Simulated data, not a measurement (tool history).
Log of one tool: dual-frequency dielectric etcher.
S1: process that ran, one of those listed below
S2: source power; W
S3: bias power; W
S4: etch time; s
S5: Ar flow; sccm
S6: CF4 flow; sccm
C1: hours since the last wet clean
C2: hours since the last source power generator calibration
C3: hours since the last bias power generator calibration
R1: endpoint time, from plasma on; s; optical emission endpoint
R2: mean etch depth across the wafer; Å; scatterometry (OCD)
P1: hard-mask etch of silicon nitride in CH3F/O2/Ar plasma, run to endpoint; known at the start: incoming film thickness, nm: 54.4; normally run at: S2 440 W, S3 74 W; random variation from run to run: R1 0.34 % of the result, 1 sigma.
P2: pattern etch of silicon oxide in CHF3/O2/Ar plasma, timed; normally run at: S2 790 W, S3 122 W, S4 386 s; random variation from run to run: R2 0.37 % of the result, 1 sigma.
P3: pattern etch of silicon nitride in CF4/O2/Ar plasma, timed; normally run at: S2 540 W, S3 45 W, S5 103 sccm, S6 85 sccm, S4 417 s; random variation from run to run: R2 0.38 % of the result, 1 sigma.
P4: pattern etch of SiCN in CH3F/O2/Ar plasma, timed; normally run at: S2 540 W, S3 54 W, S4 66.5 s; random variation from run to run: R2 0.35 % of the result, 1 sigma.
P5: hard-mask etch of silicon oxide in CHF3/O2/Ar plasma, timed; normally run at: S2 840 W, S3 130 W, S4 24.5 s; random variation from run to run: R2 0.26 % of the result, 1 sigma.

run 1 hour=4.4 | S1=P1 S2=440 S3=74 | C1=322.2 C2=249.6 C3=1095.4 | R1=75.072
run 2 hour=13.6 | S1=P1 S2=440 S3=74 | C1=331.4 C2=258.8 C3=1104.6 | R1=75.045
run 3 hour=19.5 | S1=P1 S2=560 S3=97 | C1=337.3 C2=264.7 C3=1110.5 | R1=62.519
run 4 hour=24.6 | S1=P1 S2=580 S3=91 | C1=342.4 C2=269.8 C3=1115.6 | R1=62.954
run 5 hour=29 | S1=P1 S2=440 S3=90 | C1=346.8 C2=274.2 C3=1120 | R1=70.107
run 6 hour=34.2 | S1=P5 S2=840 S3=86 S4=24.5 | C1=352 C2=279.4 C3=1125.2 | R2=434.83
run 7 hour=41.8 | S1=P3 S2=540 S3=45 S4=229.5 S5=103 S6=85 | C1=359.6 C2=287 C3=1132.8 | R2=4328.6
run 8 hour=46 | S1=P1 S2=590 S3=74 | C1=363.8 C2=291.2 C3=1137 | R1=66.997
run 9 hour=52.4 | S1=P4 S2=540 S3=38 S4=66.5 | C1=370.2 C2=297.6 C3=1143.4 | R2=232.27
run 10 hour=60.8 | S1=P4 S2=540 S3=54 S4=51.5 | C1=378.6 C2=306 C3=1151.8 | R2=201.37
run 11 hour=68.2 | S1=P5 S2=1110 S3=130 S4=24.5 | C1=386 C2=313.4 C3=1159.2 | R2=548.77
run 12 hour=76.1 | S1=P4 S2=660 S3=54 S4=66.5 | C1=393.9 C2=321.3 C3=1167.1 | R2=279.91
run 13 hour=80.4 | S1=P3 S2=330 S3=45 S4=417 S5=103 S6=85 | C1=398.2 C2=325.6 C3=1171.4 | R2=5127.1
run 14 hour=85.4 | S1=P1 S2=320 S3=74 | C1=403.2 C2=330.6 C3=1176.4 | R1=84.748
run 15 hour=93 | S1=P4 S2=540 S3=54 S4=66.5 | C1=410.8 C2=338.2 C3=1184 | R2=257.27
run 16 hour=100.9 | S1=P4 S2=540 S3=54 S4=66.5 | C1=418.7 C2=346.1 C3=1191.9 | R2=259.61
run 17 hour=105.4 | S1=P1 S2=360 S3=101 | C1=423.2 C2=350.6 C3=1196.4 | R1=72.19
run 18 hour=109.9 | S1=P3 S2=540 S3=28 S4=417 S5=103 S6=85 | C1=427.7 C2=355.1 C3=1200.9 | R2=6684.8
run 19 hour=116.7 | S1=P5 S2=840 S3=130 S4=17.5 | C1=434.5 C2=361.9 C3=1207.7 | R2=351.21
run 20 hour=125.2 | S1=P2 S2=790 S3=122 S4=525 | C1=443 C2=370.4 C3=1216.2 | R2=10035
run 21 hour=134.2 | S1=P2 S2=790 S3=122 S4=386 | C1=452 C2=379.4 C3=1225.2 | R2=7352.5
run 22 hour=141.5 | S1=P1 S2=440 S3=74 | C1=459.3 C2=386.7 C3=1232.5 | R1=75.037
run 23 hour=146.7 | S1=P3 S2=540 S3=45 S4=417 S5=103 S6=85 | C1=464.5 C2=391.9 C3=1237.7 | R2=7846
run 24 hour=152.9 | S1=P3 S2=540 S3=45 S4=417 S5=139 S6=85 | C1=470.7 C2=398.1 C3=1243.9 | R2=7538.8
run 25 hour=162 | S1=P1 S2=440 S3=58 | C1=479.8 C2=407.2 C3=1253 | R1=81.013

Forecast run 26:
run 26 hour=167.3 | S1=P5 S2=840 S3=130 S4=24.5 | C1=485.1 C2=412.5 C3=1258.3 | R2=?

R2: 491.12 Å

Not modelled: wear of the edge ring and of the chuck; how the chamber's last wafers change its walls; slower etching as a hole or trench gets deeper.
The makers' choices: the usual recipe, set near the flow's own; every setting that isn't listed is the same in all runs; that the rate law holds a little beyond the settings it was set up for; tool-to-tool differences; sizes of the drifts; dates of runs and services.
